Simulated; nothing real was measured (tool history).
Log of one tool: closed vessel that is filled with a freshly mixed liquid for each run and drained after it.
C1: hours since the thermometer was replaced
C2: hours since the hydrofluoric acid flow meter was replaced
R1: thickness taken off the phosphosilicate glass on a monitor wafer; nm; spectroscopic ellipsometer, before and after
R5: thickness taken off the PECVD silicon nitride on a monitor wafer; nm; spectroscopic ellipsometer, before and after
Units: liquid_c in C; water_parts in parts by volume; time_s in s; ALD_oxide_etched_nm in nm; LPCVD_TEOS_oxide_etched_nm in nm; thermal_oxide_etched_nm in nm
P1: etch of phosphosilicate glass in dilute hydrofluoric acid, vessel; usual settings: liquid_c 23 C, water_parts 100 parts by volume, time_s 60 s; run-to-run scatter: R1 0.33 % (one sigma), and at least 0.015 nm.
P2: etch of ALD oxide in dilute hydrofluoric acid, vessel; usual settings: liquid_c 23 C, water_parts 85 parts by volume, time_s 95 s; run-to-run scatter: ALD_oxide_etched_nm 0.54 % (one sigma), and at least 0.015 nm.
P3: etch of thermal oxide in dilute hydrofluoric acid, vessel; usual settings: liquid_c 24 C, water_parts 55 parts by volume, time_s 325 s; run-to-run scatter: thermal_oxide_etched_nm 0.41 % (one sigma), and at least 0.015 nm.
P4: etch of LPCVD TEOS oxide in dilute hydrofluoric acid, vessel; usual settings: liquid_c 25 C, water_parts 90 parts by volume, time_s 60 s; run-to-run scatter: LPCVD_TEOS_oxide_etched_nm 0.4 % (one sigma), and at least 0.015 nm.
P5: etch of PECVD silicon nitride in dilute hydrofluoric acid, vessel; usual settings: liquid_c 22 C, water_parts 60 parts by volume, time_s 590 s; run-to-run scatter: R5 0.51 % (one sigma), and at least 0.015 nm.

run 1 hour=17.4 | process=P1 liquid_c=23 water_parts=100 time_s=60 | C1=576.3 C2=253.5 | R1=36.83
run 2 hour=29.7 | process=P1 liquid_c=23 water_parts=100 time_s=60 | C1=588.6 C2=265.8 | R1=36.711
run 3 hour=45.9 | process=P1 liquid_c=23 water_parts=160 time_s=60 | C1=604.8 C2=282 | R1=21.432
run 4 hour=54.1 | process=P1 liquid_c=23 water_parts=100 time_s=110 | C1=613 C2=290.2 | R1=67.711
run 5 hour=62.5 | process=P2 liquid_c=23 water_parts=85 time_s=30 | C1=621.4 C2=298.6 | ALD_oxide_etched_nm=8.9639
run 6 hour=75 | process=P4 liquid_c=25 water_parts=130 time_s=60 | C1=633.9 C2=311.1 | LPCVD_TEOS_oxide_etched_nm=11.3
run 7 hour=88 | process=P3 liquid_c=17 water_parts=55 time_s=325 | C1=646.9 C2=324.1 | thermal_oxide_etched_nm=21.811
run 8 hour=106.2 | process=P1 liquid_c=23 water_parts=100 time_s=60 | C1=665.1 C2=342.3 | R1=36.559
run 9 hour=122 | process=P5 liquid_c=30 water_parts=60 time_s=590 | C1=680.9 C2=358.1 | R5=74.56
run 10 hour=136.2 | process=P5 liquid_c=22 water_parts=60 time_s=590 | C1=695.1 C2=372.3 | R5=44.004
run 11 hour=147.6 | process=P2 liquid_c=23 water_parts=145 time_s=95 | C1=706.5 C2=383.7 | ALD_oxide_etched_nm=15.475
run 12 hour=160.1 | process=P1 liquid_c=23 water_parts=35 time_s=60 | C1=719 C2=396.2 | R1=114.5
run 13 hour=172.5 | process=P2 liquid_c=23 water_parts=85 time_s=95 | C1=731.4 C2=408.6 | ALD_oxide_etched_nm=28.295
run 14 hour=186.8 | process=P1 liquid_c=19 water_parts=30 time_s=60 | C1=745.7 C2=422.9 | R1=113.31
run 15 hour=204.3 | process=P2 liquid_c=28.5 water_parts=85 time_s=95 | C1=763.2 C2=440.4 | ALD_oxide_etched_nm=35.384
run 16 hour=220.7 | process=P2 liquid_c=23 water_parts=85 time_s=95 | C1=779.6 C2=456.8 | ALD_oxide_etched_nm=28.392
run 17 hour=237.7 | process=P5 liquid_c=22 water_parts=60 time_s=30 | C1=796.6 C2=473.8 | R5=2.2246
run 18 hour=253.2 | process=P1 liquid_c=29 water_parts=100 time_s=60 | C1=812.1 C2=489.3 | R1=46.376
run 19 hour=263.3 | process=P3 liquid_c=24 water_parts=55 time_s=610 | C1=822.2 C2=499.4 | thermal_oxide_etched_nm=55.327
run 20 hour=281.6 | process=P1 liquid_c=23 water_parts=100 time_s=60 | C1=840.5 C2=517.7 | R1=36.852
run 21 hour=294.2 | process=P4 liquid_c=25 water_parts=90 time_s=60 | C1=853.1 C2=530.3 | LPCVD_TEOS_oxide_etched_nm=17.095
run 22 hour=306.2 | process=P1 liquid_c=23 water_parts=100 time_s=60 | C1=865.1 C2=542.3 | R1=36.682
run 23 hour=320 | process=P3 liquid_c=24 water_parts=55 time_s=325 | C1=878.9 C2=556.1 | thermal_oxide_etched_nm=29.64
run 24 hour=337.2 | process=P4 liquid_c=32 water_parts=90 time_s=60 | C1=896.1 C2=573.3 | LPCVD_TEOS_oxide_etched_nm=22.382
run 25 hour=354.6 | process=P3 liquid_c=24 water_parts=55 time_s=325 | C1=913.5 C2=590.7 | thermal_oxide_etched_nm=29.511
run 26 hour=368.4 | process=P1 liquid_c=17.5 water_parts=100 time_s=60 | C1=927.3 C2=604.5 | R1=29.381
run 27 hour=377.7 | process=P1 liquid_c=17 water_parts=165 time_s=60 | C1=936.6 C2=613.8 | R1=16.372
run 28 hour=387.1 | process=P3 liquid_c=24 water_parts=90 time_s=325 | C1=946 C2=623.2 | thermal_oxide_etched_nm=17.232
run 29 hour=395.7 | process=P4 liquid_c=25 water_parts=90 time_s=30 | C1=954.6 C2=631.8 | LPCVD_TEOS_oxide_etched_nm=8.4809
run 30 hour=412.3 | process=P1 liquid_c=23 water_parts=100 time_s=30 | C1=971.2 C2=648.4 | R1=18.32

The next listed run, before its measurement:
run 31 hour=430.1 | process=P5 liquid_c=22 water_parts=80 time_s=590 | C1=989 C2=666.2 | R5=?

Run 31 gave R5 32.878 nm.

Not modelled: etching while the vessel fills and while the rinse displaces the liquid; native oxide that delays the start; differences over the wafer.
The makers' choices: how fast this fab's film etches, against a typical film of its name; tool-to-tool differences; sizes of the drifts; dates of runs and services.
